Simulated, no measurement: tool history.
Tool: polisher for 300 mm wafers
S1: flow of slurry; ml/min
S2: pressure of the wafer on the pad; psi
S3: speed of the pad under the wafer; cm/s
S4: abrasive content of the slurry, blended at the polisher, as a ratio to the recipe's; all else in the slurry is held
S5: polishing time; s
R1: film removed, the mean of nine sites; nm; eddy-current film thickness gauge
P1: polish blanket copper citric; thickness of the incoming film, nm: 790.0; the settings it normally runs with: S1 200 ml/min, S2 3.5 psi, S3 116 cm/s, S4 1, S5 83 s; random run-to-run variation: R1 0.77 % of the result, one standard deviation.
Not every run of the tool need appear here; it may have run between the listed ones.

Run 1, hour 9.9: S1 200 ml/min, S2 3.5 psi, S3 116 cm/s, S4 1, S5 83 s. Result: R1 273.87 nm.
Run 2, hour 14.4: S1 200 ml/min, S2 2.3 psi, S3 116 cm/s, S4 1, S5 83 s. Result: R1 182.52 nm.
Run 3, hour 24.3: S1 200 ml/min, S2 3.5 psi, S3 60 cm/s, S4 1, S5 83 s. Result: R1 146.26 nm.
Run 4, hour 31.7: S1 200 ml/min, S2 3.5 psi, S3 116 cm/s, S4 1, S5 83 s. Result: R1 278.04 nm.
Run 5, hour 39: S1 200 ml/min, S2 3.5 psi, S3 116 cm/s, S4 1, S5 83 s. Result: R1 275.39 nm.
Run 6, hour 48.2: S1 295 ml/min, S2 3.5 psi, S3 116 cm/s, S4 1, S5 83 s. Result: R1 290.36 nm.
Run 7, hour 55.1: S1 200 ml/min, S2 3.5 psi, S3 116 cm/s, S4 1, S5 83 s. Result: R1 277.97 nm.
Run 8, hour 60.1: S1 200 ml/min, S2 3.5 psi, S3 156 cm/s, S4 1, S5 83 s. Result: R1 370.3 nm.
Run 9, hour 66.5: S1 200 ml/min, S2 3.5 psi, S3 116 cm/s, S4 1, S5 83 s. Result: R1 277.4 nm.
Run 10, hour 75.7: S1 200 ml/min, S2 1.6 psi, S3 116 cm/s, S4 1.45, S5 83 s. Result: R1 140.09 nm.
Run 11, hour 82.9: S1 200 ml/min, S2 3.5 psi, S3 116 cm/s, S4 1, S5 44 s. Result: R1 146.72 nm.
Run 12, hour 88.5: S1 200 ml/min, S2 3.5 psi, S3 116 cm/s, S4 1, S5 120 s. Result: R1 394.49 nm.
At hour 93.5: slurry nozzle cleaned.
Run 13, hour 97.3: S1 200 ml/min, S2 4.9 psi, S3 116 cm/s, S4 1, S5 83 s. Result: R1 386.12 nm.
Run 14, hour 103.6: S1 200 ml/min, S2 3.5 psi, S3 116 cm/s, S4 1.3, S5 83 s. Result: R1 294.58 nm.
Run 15, hour 109.7: S1 200 ml/min, S2 3.5 psi, S3 116 cm/s, S4 1, S5 83 s. Result: R1 278.85 nm.
At hour 111: head pressure recalibrated.
Run 16, hour 118.1: S1 120 ml/min, S2 3.5 psi, S3 116 cm/s, S4 1, S5 83 s. Result: R1 254.49 nm.
Run 17, hour 124.8: S1 200 ml/min, S2 3.5 psi, S3 116 cm/s, S4 0.65, S5 83 s. Result: R1 256.05 nm.
Run 18, hour 134.3: S1 200 ml/min, S2 3.5 psi, S3 116 cm/s, S4 1, S5 83 s. Result: R1 274.55 nm.
Run 19, hour 140.5: S1 200 ml/min, S2 3.5 psi, S3 116 cm/s, S4 1, S5 83 s. Result: R1 276.74 nm.
Run 20, hour 146.9: S1 200 ml/min, S2 3.5 psi, S3 116 cm/s, S4 1, S5 83 s. Result: R1 270.21 nm.
Run 21, hour 154: S1 200 ml/min, S2 3.5 psi, S3 116 cm/s, S4 1, S5 83 s. Result: R1 265.77 nm.
Run 22, hour 159: S1 200 ml/min, S2 3.5 psi, S3 116 cm/s, S4 1, S5 83 s. Result: R1 261.51 nm.
Run 23, hour 167: S1 200 ml/min, S2 3.5 psi, S3 116 cm/s, S4 1, S5 83 s. Result: R1 262.34 nm.
At hour 171: slurry blender recalibrated.
Run 24, hour 173.9: S1 200 ml/min, S2 3.5 psi, S3 116 cm/s, S4 1, S5 83 s. Result: R1 258.92 nm.
Run 25, hour 184: S1 200 ml/min, S2 3.5 psi, S3 116 cm/s, S4 1, S5 83 s. Result: R1 259.02 nm.
At hour 185.6: head pressure recalibrated.
Run 26, hour 189.9: S1 200 ml/min, S2 3.5 psi, S3 116 cm/s, S4 1, S5 83 s. Result: R1 255.55 nm.
Run 27, hour 197.7: S1 200 ml/min, S2 3.5 psi, S3 116 cm/s, S4 1, S5 83 s. Result: R1 256.25 nm.
Run 28, hour 206.5: S1 200 ml/min, S2 3.5 psi, S3 116 cm/s, S4 1, S5 83 s. Result: R1 258.38 nm.

What P1 gives has crept off from where it sat before. The 2 causes that follow fit the log equally well, each at the size noted:
A: slurry flow missing at the pad, % = 37.2
B: removal rate lost through wear of the pad, % = 7.34
Creep in the process output first set in at about hour 134.3.
Each remaining cause and why it is not a fit:
head's pressure below its setpoint, %: serviced at hour 185.6, which brought nothing back
abrasive missing from the slurry, %: serviced at hour 171, which brought nothing back

The list below offers 4 check runs, each averaging the results of 2 wafers, and shows each result as a question mark. For which of them would the listed causes give clearly different results?
Run check 1, hour 215.3: S1 200 ml/min, S2 2.4 psi, S3 116 cm/s, S4 1, S5 83 s. Result: R1 ?.
Run check 2, hour 215.3: S1 200 ml/min, S2 4.5 psi, S3 90 cm/s, S4 1, S5 83 s. Result: R1 ?.
Run check 3, hour 215.3: S1 125 ml/min, S2 3.5 psi, S3 84 cm/s, S4 1, S5 83 s. Result: R1 ?.
Run check 4, hour 215.3: S1 200 ml/min, S2 3.5 psi, S3 116 cm/s, S4 0.8, S5 83 s. Result: R1 ?.

What each check would give under each cause:
  check  result    if A    if B
check 1      R1  176.97  176.96
check 2      R1  255.36  255.34
check 3      R1  165.95  172.76
check 4      R1  244.18  244.17
Per-check spread between the two closest causes, in the result where they differ most: check 1 0.01 %; check 2 0.01 %; check 3 4.02 %; check 4 0.01 %
Check 3 is the one run that separates the causes; every other check would come out nearly the same whichever cause is at work.

Check 3 was carried out, with these results: R1 166.2 nm. Which of the listed causes is responsible?

Of the candidate causes, it is A: slurry flow missing at the pad, %.

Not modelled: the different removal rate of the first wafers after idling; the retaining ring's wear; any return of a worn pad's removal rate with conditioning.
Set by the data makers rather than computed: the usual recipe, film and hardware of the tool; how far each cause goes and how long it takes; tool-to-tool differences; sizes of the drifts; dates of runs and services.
